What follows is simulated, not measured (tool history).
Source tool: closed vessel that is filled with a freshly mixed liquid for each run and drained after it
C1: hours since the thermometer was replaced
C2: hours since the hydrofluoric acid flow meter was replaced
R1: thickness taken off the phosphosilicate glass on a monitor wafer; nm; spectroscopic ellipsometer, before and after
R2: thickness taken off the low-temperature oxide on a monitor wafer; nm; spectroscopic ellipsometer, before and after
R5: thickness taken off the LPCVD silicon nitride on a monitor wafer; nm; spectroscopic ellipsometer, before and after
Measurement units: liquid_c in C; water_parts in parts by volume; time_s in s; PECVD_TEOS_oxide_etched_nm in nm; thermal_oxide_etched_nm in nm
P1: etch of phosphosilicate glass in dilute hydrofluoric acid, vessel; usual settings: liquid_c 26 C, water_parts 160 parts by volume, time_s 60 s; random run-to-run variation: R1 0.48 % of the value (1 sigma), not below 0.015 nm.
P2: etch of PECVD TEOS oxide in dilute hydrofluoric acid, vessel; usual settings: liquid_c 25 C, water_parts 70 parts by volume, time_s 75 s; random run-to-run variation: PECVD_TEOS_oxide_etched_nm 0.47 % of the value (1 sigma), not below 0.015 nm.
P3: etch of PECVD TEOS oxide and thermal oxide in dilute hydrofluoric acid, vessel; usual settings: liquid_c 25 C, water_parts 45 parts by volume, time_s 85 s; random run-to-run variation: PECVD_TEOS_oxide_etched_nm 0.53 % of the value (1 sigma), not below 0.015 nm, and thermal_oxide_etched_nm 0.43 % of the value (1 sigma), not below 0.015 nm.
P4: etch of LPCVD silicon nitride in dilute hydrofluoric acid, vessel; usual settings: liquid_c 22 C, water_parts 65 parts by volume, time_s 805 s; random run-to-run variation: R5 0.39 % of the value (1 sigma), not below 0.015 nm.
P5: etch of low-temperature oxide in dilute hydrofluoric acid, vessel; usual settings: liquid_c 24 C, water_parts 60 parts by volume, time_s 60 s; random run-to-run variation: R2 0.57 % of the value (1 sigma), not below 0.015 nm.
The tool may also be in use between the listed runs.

{"run": 1, "hour": 3.8, "process": "P1", "liquid_c": 26, "water_parts": 160, "time_s": 60, "C1": 429.9, "C2": 743.5, "R1": 74.01}
{"run": 2, "hour": 6.1, "process": "P5", "liquid_c": 24, "water_parts": 85, "time_s": 60, "C1": 432.2, "C2": 745.8, "R2": 12.848}
{"run": 3, "hour": 9.4, "process": "P3", "liquid_c": 25, "water_parts": 45, "time_s": 30, "C1": 435.5, "C2": 749.1, "PECVD_TEOS_oxide_etched_nm": 10.221, "thermal_oxide_etched_nm": 3.6619}
{"run": 4, "hour": 13.1, "process": "P1", "liquid_c": 26, "water_parts": 160, "time_s": 60, "C1": 439.2, "C2": 752.8, "R1": 74.041}
{"run": 5, "hour": 16.8, "process": "P4", "liquid_c": 30, "water_parts": 65, "time_s": 805, "C1": 442.9, "C2": 756.5, "R5": 9.3184}
{"run": 6, "hour": 19.7, "process": "P2", "liquid_c": 25, "water_parts": 70, "time_s": 75, "C1": 445.8, "C2": 759.4, "PECVD_TEOS_oxide_etched_nm": 27.14}
{"run": 7, "hour": 23.9, "process": "P2", "liquid_c": 25, "water_parts": 115, "time_s": 75, "C1": 450, "C2": 763.6, "PECVD_TEOS_oxide_etched_nm": 15.568}
{"run": 8, "hour": 27.9, "process": "P3", "liquid_c": 25, "water_parts": 70, "time_s": 85, "C1": 454, "C2": 767.6, "PECVD_TEOS_oxide_etched_nm": 18.12, "thermal_oxide_etched_nm": 6.4594}
{"run": 9, "hour": 31.7, "process": "P4", "liquid_c": 22, "water_parts": 25, "time_s": 805, "C1": 457.8, "C2": 771.4, "R5": 13.826}
{"run": 10, "hour": 34.1, "process": "P1", "liquid_c": 26, "water_parts": 160, "time_s": 30, "C1": 460.2, "C2": 773.8, "R1": 37.257}
{"run": 11, "hour": 38.3, "process": "P1", "liquid_c": 18.5, "water_parts": 160, "time_s": 60, "C1": 464.4, "C2": 778, "R1": 55.352}
{"run": 12, "hour": 43.2, "process": "P1", "liquid_c": 26, "water_parts": 240, "time_s": 60, "C1": 469.3, "C2": 782.9, "R1": 45.191}
{"run": 13, "hour": 47.0, "process": "P3", "liquid_c": 21, "water_parts": 45, "time_s": 85, "C1": 473.1, "C2": 786.7, "PECVD_TEOS_oxide_etched_nm": 25.068, "thermal_oxide_etched_nm": 8.8977}
{"run": 14, "hour": 50.6, "process": "P4", "liquid_c": 22, "water_parts": 65, "time_s": 805, "C1": 476.7, "C2": 790.3, "R5": 5.4841}
{"run": 15, "hour": 55.6, "process": "P2", "liquid_c": 25, "water_parts": 70, "time_s": 130, "C1": 481.7, "C2": 795.3, "PECVD_TEOS_oxide_etched_nm": 47.116}
{"run": 16, "hour": 60.8, "process": "P1", "liquid_c": 26, "water_parts": 160, "time_s": 60, "C1": 486.9, "C2": 800.5, "R1": 74.625}
{"run": 17, "hour": 64.4, "process": "P1", "liquid_c": 26, "water_parts": 160, "time_s": 115, "C1": 490.5, "C2": 804.1, "R1": 140.3}
{"run": 18, "hour": 68.5, "process": "P2", "liquid_c": 32.5, "water_parts": 70, "time_s": 75, "C1": 494.6, "C2": 808.2, "PECVD_TEOS_oxide_etched_nm": 36.267}
{"run": 19, "hour": 72.7, "process": "P3", "liquid_c": 25, "water_parts": 45, "time_s": 85, "C1": 498.8, "C2": 812.4, "PECVD_TEOS_oxide_etched_nm": 29.454, "thermal_oxide_etched_nm": 10.349}
{"run": 20, "hour": 77.6, "process": "P5", "liquid_c": 24, "water_parts": 60, "time_s": 60, "C1": 503.7, "C2": 817.3, "R2": 18.505}
{"run": 21, "hour": 81.3, "process": "P1", "liquid_c": 26, "water_parts": 160, "time_s": 60, "C1": 507.4, "C2": 821, "R1": 74.257}

Expected results for the next run?
{"run": 22, "hour": 83.7, "process": "P5", "liquid_c": 24, "water_parts": 60, "time_s": 60, "C1": 509.8, "C2": 823.4, "R2": "?"}

Run 22 produced R2 18.456 nm.
